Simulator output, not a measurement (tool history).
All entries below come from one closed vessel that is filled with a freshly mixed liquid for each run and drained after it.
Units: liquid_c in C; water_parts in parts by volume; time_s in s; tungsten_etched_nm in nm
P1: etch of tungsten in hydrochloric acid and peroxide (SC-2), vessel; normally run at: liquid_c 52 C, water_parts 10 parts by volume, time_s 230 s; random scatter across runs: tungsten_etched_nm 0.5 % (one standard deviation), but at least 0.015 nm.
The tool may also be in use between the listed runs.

| run | hour | liquid_c | water_parts | time_s | tungsten_etched_nm |
|---|---|---|---|---|---|
| 1 | 9.2 | 52 | 10 | 230 | 56.656 |
| 2 | 16.7 | 52 | 10 | 230 | 57.28 |
|  | 26.9 | thermometer replaced |
| 3 | 27.7 | 45 | 10 | 85 | 13.273 |
| 4 | 34.7 | 67 | 17 | 230 | 92.912 |
| 5 | 43.2 | 52 | 10 | 230 | 56.499 |
| 6 | 49.6 | 52 | 10 | 230 | 57.066 |
| 7 | 57.3 | 52 | 16.5 | 230 | 36.978 |
| 8 | 64.1 | 52 | 10 | 230 | 57.298 |
| 9 | 72.4 | 59 | 4 | 230 | 179.28 |
| 10 | 83.7 | 67.5 | 10 | 230 | 152.01 |
| 11 | 94.6 | 52 | 10 | 230 | 57.17 |
| 12 | 103.2 | 52 | 10 | 30 | 7.5066 |
| 13 | 114 | 52 | 4 | 230 | 114.94 |
| 14 | 123.7 | 40 | 10 | 230 | 25.048 |
| 15 | 130.4 | 52 | 10 | 335 | 82.946 |
| 16 | 136.2 | 52 | 10 | 230 | 57.123 |
| 17 | 142.1 | 52 | 10 | 230 | 55.68 |
| 18 | 150.1 | 52 | 10 | 230 | 54.434 |
| 19 | 160.7 | 52 | 10 | 230 | 53.237 |
| 20 | 171.9 | 52 | 10 | 230 | 52.34 |
| 21 | 180.8 | 52 | 10 | 230 | 52.172 |
| 22 | 188 | 52 | 10 | 230 | 51.911 |
|  | 188.6 | new drum of peroxide connected |
| 23 | 197.9 | 52 | 10 | 230 | 51.48 |
| 24 | 206.4 | 52 | 10 | 230 | 51.76 |
| 25 | 214.8 | 52 | 10 | 230 | 51.677 |

P1 has crept away from where it was. The log is fitted equally well by each of these 2 causes, at the sizes shown:
A: liquid colder than its thermometer reads (K) = 1.58
B: chemicals flow below the setpoint (%) = 11.7
Onset of the creep was near hour 136.2.
Other possible causes, and why each is ruled out:
peroxide weaker than its label (%): was serviced at hour 188.6, once the creep was under way, yet the earlier output never came back

The list below offers 4 check runs, each averaging the results of 2 wafers, and shows each result as a question mark. For which of them would the listed causes give clearly different results?
| check 1 | 223.2 | 40 | 16 | 230 | ? |
| check 2 | 223.2 | 52 | 15.5 | 230 | ? |
| check 3 | 223.2 | 52 | 15.5 | 45 | ? |
| check 4 | 223.2 | 40.5 | 4 | 230 | ? |

If the cause were each of the candidates in turn, the checks would give the following:
| check | result | if A | if B |
|---|---|---|---|
| check 1 | tungsten_etched_nm | 14.967 | 14.989 |
| check 2 | tungsten_etched_nm | 35.262 | 35.037 |
| check 3 | tungsten_etched_nm | 6.8992 | 6.8551 |
| check 4 | tungsten_etched_nm | 46.539 | 47.848 |
Per-check spread between the two closest causes, in the result where they differ most: check 1 0.14 %; check 2 0.64 %; check 3 0.64 %; check 4 2.77 %
Only check 4 tells the causes apart: in the others they would give nearly the same result.

Here is what check 4 returned: tungsten_etched_nm 47.938 nm. Which cause is it?

It is B: chemicals flow below the setpoint (%).

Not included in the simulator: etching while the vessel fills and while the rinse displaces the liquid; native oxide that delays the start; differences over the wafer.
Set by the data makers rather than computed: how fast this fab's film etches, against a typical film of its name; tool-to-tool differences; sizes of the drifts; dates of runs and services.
